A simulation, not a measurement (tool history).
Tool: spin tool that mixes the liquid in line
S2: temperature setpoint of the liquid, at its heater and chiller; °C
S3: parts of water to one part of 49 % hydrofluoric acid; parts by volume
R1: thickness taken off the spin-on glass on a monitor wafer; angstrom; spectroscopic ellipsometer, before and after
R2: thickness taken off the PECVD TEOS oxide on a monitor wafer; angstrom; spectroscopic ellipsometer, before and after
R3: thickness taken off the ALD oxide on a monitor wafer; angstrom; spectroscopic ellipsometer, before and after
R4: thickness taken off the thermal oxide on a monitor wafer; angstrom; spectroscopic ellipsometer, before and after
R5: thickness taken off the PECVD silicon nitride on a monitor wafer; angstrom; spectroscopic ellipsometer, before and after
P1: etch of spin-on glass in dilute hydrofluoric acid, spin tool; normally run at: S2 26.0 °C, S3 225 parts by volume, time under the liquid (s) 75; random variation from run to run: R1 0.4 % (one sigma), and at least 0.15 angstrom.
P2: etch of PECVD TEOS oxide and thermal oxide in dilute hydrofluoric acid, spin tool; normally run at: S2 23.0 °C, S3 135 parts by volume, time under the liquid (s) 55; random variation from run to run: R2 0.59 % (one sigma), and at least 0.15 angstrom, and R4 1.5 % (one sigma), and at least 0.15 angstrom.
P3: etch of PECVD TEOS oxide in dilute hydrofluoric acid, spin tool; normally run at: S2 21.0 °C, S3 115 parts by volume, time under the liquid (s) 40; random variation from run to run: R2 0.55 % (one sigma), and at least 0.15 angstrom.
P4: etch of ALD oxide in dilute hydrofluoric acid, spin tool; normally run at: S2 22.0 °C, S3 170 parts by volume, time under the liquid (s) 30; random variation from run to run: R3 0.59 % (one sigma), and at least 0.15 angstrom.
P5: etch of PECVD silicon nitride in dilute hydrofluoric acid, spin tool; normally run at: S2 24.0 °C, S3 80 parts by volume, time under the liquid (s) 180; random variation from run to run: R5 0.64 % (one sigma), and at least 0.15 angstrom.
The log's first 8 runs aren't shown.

Run 9, day 5.117: process that ran P1, S2 34.0 °C, S3 225 parts by volume, time under the liquid (s) 75. Result: R1 175.880 angstrom.
Run 10, day 5.521: process that ran P5, S2 24.0 °C, S3 80 parts by volume, time under the liquid (s) 15. Result: R5 3.3606 angstrom.
Run 11, day 6.300: process that ran P3, S2 21.0 °C, S3 115 parts by volume, time under the liquid (s) 40. Result: R2 64.047 angstrom.
Run 12, day 6.938: process that ran P4, S2 26.0 °C, S3 170 parts by volume, time under the liquid (s) 30. Result: R3 58.181 angstrom.
Run 13, day 7.471: process that ran P1, S2 34.0 °C, S3 315 parts by volume, time under the liquid (s) 75. Result: R1 111.840 angstrom.
Run 14, day 8.183: process that ran P1, S2 26.0 °C, S3 225 parts by volume, time under the liquid (s) 75. Result: R1 134.410 angstrom.
Run 15, day 8.542: process that ran P1, S2 26.0 °C, S3 110 parts by volume, time under the liquid (s) 75. Result: R1 313.490 angstrom.
Run 16, day 9.317: process that ran P4, S2 22.0 °C, S3 65 parts by volume, time under the liquid (s) 30. Result: R3 147.070 angstrom.
Run 17, day 9.671: process that ran P2, S2 23.0 °C, S3 30 parts by volume, time under the liquid (s) 55. Result: R2 297.240 angstrom, R4 92.7280 angstrom.
Run 18, day 10.154: process that ran P1, S2 22.0 °C, S3 225 parts by volume, time under the liquid (s) 75. Result: R1 116.030 angstrom.
Run 19, day 10.850: process that ran P4, S2 22.0 °C, S3 170 parts by volume, time under the liquid (s) 30. Result: R3 50.163 angstrom.
Run 20, day 11.538: process that ran P4, S2 22.0 °C, S3 170 parts by volume, time under the liquid (s) 30. Result: R3 50.039 angstrom.
Run 21, day 12.283: process that ran P1, S2 26.0 °C, S3 225 parts by volume, time under the liquid (s) 75. Result: R1 135.600 angstrom.

Run 22 comes next. What will it give?
Run 22, day 12.892: process that ran P2, S2 27.5 °C, S3 135 parts by volume, time under the liquid (s) 55. Result: R2 ?, R4 ?.

{"run 22": {"R2": 68.786, "R4": 22.165}}

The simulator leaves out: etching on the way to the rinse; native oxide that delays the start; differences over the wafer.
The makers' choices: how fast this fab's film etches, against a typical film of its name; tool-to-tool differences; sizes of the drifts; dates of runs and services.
